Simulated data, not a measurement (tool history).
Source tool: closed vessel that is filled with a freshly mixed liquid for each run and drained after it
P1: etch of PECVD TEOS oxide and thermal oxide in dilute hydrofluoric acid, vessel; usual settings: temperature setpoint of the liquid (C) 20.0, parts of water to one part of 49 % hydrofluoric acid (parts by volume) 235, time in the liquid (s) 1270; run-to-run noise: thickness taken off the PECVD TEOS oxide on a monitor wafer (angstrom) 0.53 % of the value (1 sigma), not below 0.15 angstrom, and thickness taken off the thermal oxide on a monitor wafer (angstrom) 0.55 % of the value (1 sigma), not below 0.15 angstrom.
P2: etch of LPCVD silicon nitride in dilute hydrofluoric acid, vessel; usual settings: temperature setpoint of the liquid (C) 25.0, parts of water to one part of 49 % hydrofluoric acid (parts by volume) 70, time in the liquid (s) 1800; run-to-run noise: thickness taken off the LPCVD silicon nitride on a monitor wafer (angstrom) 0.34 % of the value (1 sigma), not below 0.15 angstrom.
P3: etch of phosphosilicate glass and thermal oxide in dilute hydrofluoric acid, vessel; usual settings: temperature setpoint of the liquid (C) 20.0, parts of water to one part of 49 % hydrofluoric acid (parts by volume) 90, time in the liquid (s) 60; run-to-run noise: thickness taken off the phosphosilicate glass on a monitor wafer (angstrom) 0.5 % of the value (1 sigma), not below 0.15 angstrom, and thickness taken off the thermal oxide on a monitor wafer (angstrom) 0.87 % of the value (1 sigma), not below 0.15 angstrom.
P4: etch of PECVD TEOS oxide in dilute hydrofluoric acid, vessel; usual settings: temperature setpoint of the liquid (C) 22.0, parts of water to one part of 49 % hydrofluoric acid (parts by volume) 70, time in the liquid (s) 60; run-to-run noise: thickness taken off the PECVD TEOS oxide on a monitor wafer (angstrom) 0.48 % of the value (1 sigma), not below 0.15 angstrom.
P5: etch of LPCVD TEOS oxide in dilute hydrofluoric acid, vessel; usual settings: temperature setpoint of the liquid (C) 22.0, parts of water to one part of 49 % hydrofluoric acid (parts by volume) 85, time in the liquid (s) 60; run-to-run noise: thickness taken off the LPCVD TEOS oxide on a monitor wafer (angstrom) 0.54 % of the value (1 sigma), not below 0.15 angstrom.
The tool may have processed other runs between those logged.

run,hour,process that ran,temperature setpoint of the liquid (C),parts of water to one part of 49 % hydrofluoric acid (parts by volume),time in the liquid (s),hours since the thermometer was replaced,hours since the hydrofluoric acid flow meter was replaced,thickness taken off the PECVD TEOS oxide on a monitor wafer (angstrom),thickness taken off the thermal oxide on a monitor wafer (angstrom),thickness taken off the LPCVD TEOS oxide on a monitor wafer (angstrom),thickness taken off the phosphosilicate glass on a monitor wafer (angstrom),thickness taken off the LPCVD silicon nitride on a monitor wafer (angstrom)
1,4.7,P1,20.0,235,1270,1009.9,1179.9,513.52,184.630,,,
2,8.1,P1,20.0,55,1270,1013.3,1183.3,2627.90,951.100,,,
3,12.7,P1,20.0,235,1270,1017.9,1187.9,510.39,183.060,,,
4,16.0,P5,22.0,85,60,1021.2,1191.2,,,214.71,,
5,20.5,P3,17.0,90,60,1025.7,1195.7,,23.956,,362.05,
6,23.9,P4,22.0,70,60,1029.1,1199.1,198.27,,,,
7,27.6,P4,22.0,125,60,1032.8,1202.8,104.53,,,,
8,30.5,P1,17.0,235,1270,1035.7,1205.7,454.07,164.140,,,
9,34.0,P2,19.0,70,1800,1039.2,1209.2,,,,,93.431
10,37.4,P5,22.0,85,30,1042.6,1212.6,,,107.08,,
11,40.3,P5,22.0,150,60,1045.5,1215.5,,,113.62,,
12,45.1,P1,20.0,235,1270,1050.3,1220.3,504.36,184.380,,,
13,47.3,P3,20.0,160,60,1052.5,1222.5,,13.668,,212.57,
14,50.4,P1,28.0,235,1270,1055.6,1225.6,681.08,244.480,,,
15,54.6,P2,25.0,70,3455,1059.8,1229.8,,,,,267.340
16,57.2,P5,28.5,85,60,1062.4,1232.4,,,277.21,,
17,61.4,P3,20.0,90,30,1066.6,1236.6,,13.456,,202.16,
18,65.3,P1,20.0,235,1270,1070.5,1240.5,513.33,185.460,,,
19,67.7,P1,20.0,235,2020,1072.9,1242.9,818.50,292.470,,,

What will run 20 give?
20,71.4,P1,20.0,235,1270,1076.6,1246.6,?,?,,,

Run 20 came out at thickness taken off the PECVD TEOS oxide on a monitor wafer (angstrom) 509.23, thickness taken off the thermal oxide on a monitor wafer (angstrom) 183.170.
